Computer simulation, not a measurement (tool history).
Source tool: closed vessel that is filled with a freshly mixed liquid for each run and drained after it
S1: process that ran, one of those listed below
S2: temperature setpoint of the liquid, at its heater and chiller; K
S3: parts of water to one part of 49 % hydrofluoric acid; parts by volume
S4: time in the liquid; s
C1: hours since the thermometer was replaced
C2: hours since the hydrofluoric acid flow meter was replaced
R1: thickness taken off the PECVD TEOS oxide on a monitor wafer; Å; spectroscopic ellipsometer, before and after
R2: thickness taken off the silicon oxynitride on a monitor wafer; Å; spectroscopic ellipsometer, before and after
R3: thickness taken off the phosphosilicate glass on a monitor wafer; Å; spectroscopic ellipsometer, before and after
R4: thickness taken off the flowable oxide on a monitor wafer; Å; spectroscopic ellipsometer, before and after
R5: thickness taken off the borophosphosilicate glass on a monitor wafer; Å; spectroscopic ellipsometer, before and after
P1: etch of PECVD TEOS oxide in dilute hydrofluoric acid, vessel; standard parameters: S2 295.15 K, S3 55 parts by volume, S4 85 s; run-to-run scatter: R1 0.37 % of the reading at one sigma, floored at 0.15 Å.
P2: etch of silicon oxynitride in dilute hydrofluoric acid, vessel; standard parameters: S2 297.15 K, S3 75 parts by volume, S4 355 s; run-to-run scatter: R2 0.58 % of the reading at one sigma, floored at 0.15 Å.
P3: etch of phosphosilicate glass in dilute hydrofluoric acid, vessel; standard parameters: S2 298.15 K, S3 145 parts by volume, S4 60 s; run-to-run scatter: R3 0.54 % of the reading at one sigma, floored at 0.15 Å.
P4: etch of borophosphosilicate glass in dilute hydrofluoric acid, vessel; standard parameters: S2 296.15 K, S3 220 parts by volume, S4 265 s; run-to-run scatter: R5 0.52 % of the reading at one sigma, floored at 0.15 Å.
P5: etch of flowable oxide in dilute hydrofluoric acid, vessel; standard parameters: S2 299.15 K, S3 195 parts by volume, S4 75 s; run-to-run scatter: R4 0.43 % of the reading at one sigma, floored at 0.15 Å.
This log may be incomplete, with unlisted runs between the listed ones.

run,day,S1,S2,S3,S4,C1,C2,R1,R2,R3,R4,R5
1,0.450,P1,295.15,55,85,390.7,221.4,329.20,,,,
2,0.804,P2,297.15,135,355,399.2,229.9,,106.55,,,
3,1.150,P3,305.15,145,60,407.5,238.2,,,380.00,,
4,1.571,P1,295.15,55,135,417.6,248.3,520.88,,,,
5,1.842,P3,298.15,45,60,424.1,254.8,,,1074.90,,
6,2.204,P1,295.15,20,85,432.8,263.5,939.59,,,,
7,2.638,P1,302.15,55,155,443.2,273.9,795.71,,,,
# day 2.800: thermometer replaced
8,3.117,P5,299.15,60,75,7.7,285.4,,,,388.570,
9,3.429,P5,299.15,195,75,15.2,292.9,,,,100.510,
10,3.854,P2,297.15,75,355,25.4,303.1,,201.11,,,
11,4.138,P1,295.15,85,85,32.2,309.9,204.57,,,,
12,4.471,P4,296.15,50,265,40.2,317.9,,,,,1878.40
13,4.925,P5,299.15,195,30,51.1,328.8,,,,40.281,
14,5.188,P5,299.15,195,75,57.4,335.1,,,,100.580,
15,5.454,P2,290.15,75,355,63.8,341.5,,143.66,,,
16,5.775,P1,295.15,55,85,71.5,349.2,327.57,,,,
17,6.142,P1,299.65,55,30,80.3,358.0,140.10,,,,
18,6.579,P1,299.65,55,30,90.8,368.5,139.22,,,,
19,6.912,P4,296.15,220,265,98.8,376.5,,,,,350.75
20,7.254,P1,295.15,55,85,107.0,384.7,326.68,,,,
21,7.475,P3,298.15,145,60,112.3,390.0,,,294.01,,

Estimate the outcome of run 22 from the log above:
22,7.858,P4,296.15,220,420,121.5,399.2,,,,,?

R5: 562.10 Å
